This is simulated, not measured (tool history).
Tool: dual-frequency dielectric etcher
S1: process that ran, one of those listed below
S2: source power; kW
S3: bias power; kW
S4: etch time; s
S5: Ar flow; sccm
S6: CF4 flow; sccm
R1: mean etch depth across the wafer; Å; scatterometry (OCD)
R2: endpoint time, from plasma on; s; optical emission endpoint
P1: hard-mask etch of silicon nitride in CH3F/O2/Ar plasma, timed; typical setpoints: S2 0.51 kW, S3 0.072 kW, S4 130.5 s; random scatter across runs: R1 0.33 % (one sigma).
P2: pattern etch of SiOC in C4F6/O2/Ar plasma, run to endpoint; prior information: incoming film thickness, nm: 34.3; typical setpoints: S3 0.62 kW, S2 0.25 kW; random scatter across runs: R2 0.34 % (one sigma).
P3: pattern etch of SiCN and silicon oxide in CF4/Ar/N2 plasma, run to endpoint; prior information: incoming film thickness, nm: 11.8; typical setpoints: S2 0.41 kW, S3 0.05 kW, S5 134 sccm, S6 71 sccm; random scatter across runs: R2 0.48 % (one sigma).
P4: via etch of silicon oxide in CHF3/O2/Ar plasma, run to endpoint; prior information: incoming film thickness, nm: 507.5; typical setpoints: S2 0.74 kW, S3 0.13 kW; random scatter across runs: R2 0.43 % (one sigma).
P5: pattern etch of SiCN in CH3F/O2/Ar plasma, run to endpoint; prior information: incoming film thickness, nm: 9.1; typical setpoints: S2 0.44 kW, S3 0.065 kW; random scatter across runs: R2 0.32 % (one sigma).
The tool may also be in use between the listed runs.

{"run": 1, "hour": 15.6, "S1": "P1", "S2": 0.51, "S3": 0.072, "S4": 130.5, "R1": 1026.2}
{"run": 2, "hour": 28.9, "S1": "P3", "S2": 0.41, "S3": 0.05, "S5": 134, "S6": 71, "R2": 17.331}
{"run": 3, "hour": 40.8, "S1": "P1", "S2": 0.51, "S3": 0.072, "S4": 130.5, "R1": 1027.7}
{"run": 4, "hour": 49.2, "S1": "P1", "S2": 0.51, "S3": 0.072, "S4": 130.5, "R1": 1024.8}
{"run": 5, "hour": 58.5, "S1": "P5", "S2": 0.44, "S3": 0.078, "R2": 23.258}
{"run": 6, "hour": 69.5, "S1": "P1", "S2": 0.51, "S3": 0.072, "S4": 97, "R1": 760.51}
{"run": 7, "hour": 79.6, "S1": "P4", "S2": 0.74, "S3": 0.077, "R2": 307.1}
{"run": 8, "hour": 88.8, "S1": "P3", "S2": 0.41, "S3": 0.05, "S5": 134, "S6": 71, "R2": 17.594}
{"run": 9, "hour": 105.9, "S1": "P5", "S2": 0.44, "S3": 0.065, "R2": 24.799}
{"run": 10, "hour": 123.4, "S1": "P3", "S2": 0.41, "S3": 0.05, "S5": 134, "S6": 41, "R2": 19.545}
{"run": 11, "hour": 135.0, "S1": "P3", "S2": 0.5, "S3": 0.05, "S5": 134, "S6": 71, "R2": 14.843}
{"hour": 137.7, "done": "wet clean of the chamber"}
{"run": 12, "hour": 148.6, "S1": "P1", "S2": 0.51, "S3": 0.072, "S4": 176.5, "R1": 1390.1}
{"run": 13, "hour": 163.7, "S1": "P1", "S2": 0.37, "S3": 0.072, "S4": 185.5, "R1": 1300.3}
{"run": 14, "hour": 177.9, "S1": "P5", "S2": 0.44, "S3": 0.065, "R2": 24.716}
{"run": 15, "hour": 190.4, "S1": "P1", "S2": 0.51, "S3": 0.056, "S4": 130.5, "R1": 944.24}
{"run": 16, "hour": 201.2, "S1": "P2", "S2": 0.19, "S3": 0.62, "R2": 13.874}
{"run": 17, "hour": 212.9, "S1": "P4", "S2": 0.74, "S3": 0.13, "R2": 265.95}
{"run": 18, "hour": 221.8, "S1": "P4", "S2": 0.74, "S3": 0.13, "R2": 267.61}
{"run": 19, "hour": 233.1, "S1": "P2", "S2": 0.25, "S3": 0.62, "R2": 12.553}
{"run": 20, "hour": 247.9, "S1": "P1", "S2": 0.68, "S3": 0.072, "S4": 87, "R1": 765.08}
{"hour": 255.8, "done": "bias power generator calibrated"}
{"run": 21, "hour": 265.5, "S1": "P1", "S2": 0.51, "S3": 0.072, "S4": 130.5, "R1": 1027.8}
{"run": 22, "hour": 283.0, "S1": "P1", "S2": 0.51, "S3": 0.099, "S4": 130.5, "R1": 1141.5}
{"run": 23, "hour": 295.5, "S1": "P1", "S2": 0.35, "S3": 0.072, "S4": 130.5, "R1": 893.93}
{"run": 24, "hour": 303.6, "S1": "P1", "S2": 0.68, "S3": 0.072, "S4": 130.5, "R1": 1144.4}
{"run": 25, "hour": 317.7, "S1": "P3", "S2": 0.41, "S3": 0.05, "S5": 99, "S6": 71, "R2": 16.612}
{"run": 26, "hour": 333.9, "S1": "P2", "S2": 0.25, "S3": 0.62, "R2": 12.656}
{"run": 27, "hour": 344.9, "S1": "P1", "S2": 0.51, "S3": 0.072, "S4": 130.5, "R1": 1024.8}
{"hour": 348.2, "done": "source power generator calibrated"}
{"run": 28, "hour": 354.5, "S1": "P4", "S2": 0.52, "S3": 0.13, "R2": 304.55}
{"run": 29, "hour": 362.9, "S1": "P1", "S2": 0.51, "S3": 0.072, "S4": 130.5, "R1": 1024.3}
{"run": 30, "hour": 378.4, "S1": "P3", "S2": 0.41, "S3": 0.041, "S5": 134, "S6": 71, "R2": 18.689}
{"run": 31, "hour": 391.4, "S1": "P2", "S2": 0.25, "S3": 0.834, "R2": 11.172}
{"run": 32, "hour": 403.8, "S1": "P5", "S2": 0.61, "S3": 0.065, "R2": 21.827}
{"run": 33, "hour": 421.5, "S1": "P1", "S2": 0.51, "S3": 0.072, "S4": 130.5, "R1": 1022.1}
{"run": 34, "hour": 431.5, "S1": "P1", "S2": 0.51, "S3": 0.072, "S4": 130.5, "R1": 1031.6}
{"run": 35, "hour": 442.3, "S1": "P1", "S2": 0.51, "S3": 0.072, "S4": 130.5, "R1": 1019.2}
{"run": 36, "hour": 458.9, "S1": "P1", "S2": 0.51, "S3": 0.072, "S4": 130.5, "R1": 1011}
{"run": 37, "hour": 470.6, "S1": "P1", "S2": 0.51, "S3": 0.072, "S4": 130.5, "R1": 1015.4}
{"run": 38, "hour": 489.3, "S1": "P1", "S2": 0.51, "S3": 0.072, "S4": 130.5, "R1": 1009.5}
{"hour": 493.7, "done": "wet clean of the chamber"}
{"run": 39, "hour": 506.5, "S1": "P1", "S2": 0.51, "S3": 0.072, "S4": 130.5, "R1": 1009.5}
{"run": 40, "hour": 517.9, "S1": "P1", "S2": 0.51, "S3": 0.072, "S4": 130.5, "R1": 1012.1}
{"run": 41, "hour": 533.3, "S1": "P1", "S2": 0.51, "S3": 0.072, "S4": 130.5, "R1": 1006.2}
{"run": 42, "hour": 547.5, "S1": "P1", "S2": 0.51, "S3": 0.072, "S4": 130.5, "R1": 1011.3}
{"run": 43, "hour": 555.9, "S1": "P1", "S2": 0.51, "S3": 0.072, "S4": 130.5, "R1": 1012.2}

What P1 gives has crept off from where it sat before. The 2 causes that follow fit the log equally well, each at the size noted:
A: source power that arrives under what is set, % = 4.27
B: bias power that arrives under what is set, % = 4.85
The drift started at roughly hour 421.5.
Each remaining cause and why it is not a fit:
chamber walls in a state that lowers the etch rate, %: serviced at hour 493.7, after the change had begun; the process did not return to its earlier output

Each of the check runs listed below is run on 3 wafers and reports their average, with the results left as question marks. Pick the one under which the possible causes would lead to clearly different results.
{"run": "check 1", "hour": 564.3, "S1": "P3", "S2": 0.41, "S3": 0.05, "S5": 106, "S6": 43, "R2": "?"}
{"run": "check 2", "hour": 564.3, "S1": "P5", "S2": 0.6, "S3": 0.076, "R2": "?"}
{"run": "check 3", "hour": 564.3, "S1": "P2", "S2": 0.2, "S3": 0.761, "R2": "?"}
{"run": "check 4", "hour": 564.3, "S1": "P4", "S2": 0.58, "S3": 0.13, "R2": "?"}

What each check would give under each cause:
check=check_1 result=R2 if_A=19.156 if_B=18.751
check=check_2 result=R2 if_A=21.196 if_B=21.21
check=check_3 result=R2 if_A=12.769 if_B=12.825
check=check_4 result=R2 if_A=296.76 if_B=296.32
Minimum pairwise separation of causes per check, each pair taken at its best-separating result: check 1 2.14 %; check 2 0.06 %; check 3 0.44 %; check 4 0.15 %
Of the check runs offered, only check 1 discriminates between the causes; the rest would read about the same regardless of which cause applies.

With check 1 done, the readings were: R2 18.768 s. Identify which of the listed causes applies.

B is the cause: bias power that arrives under what is set, %.
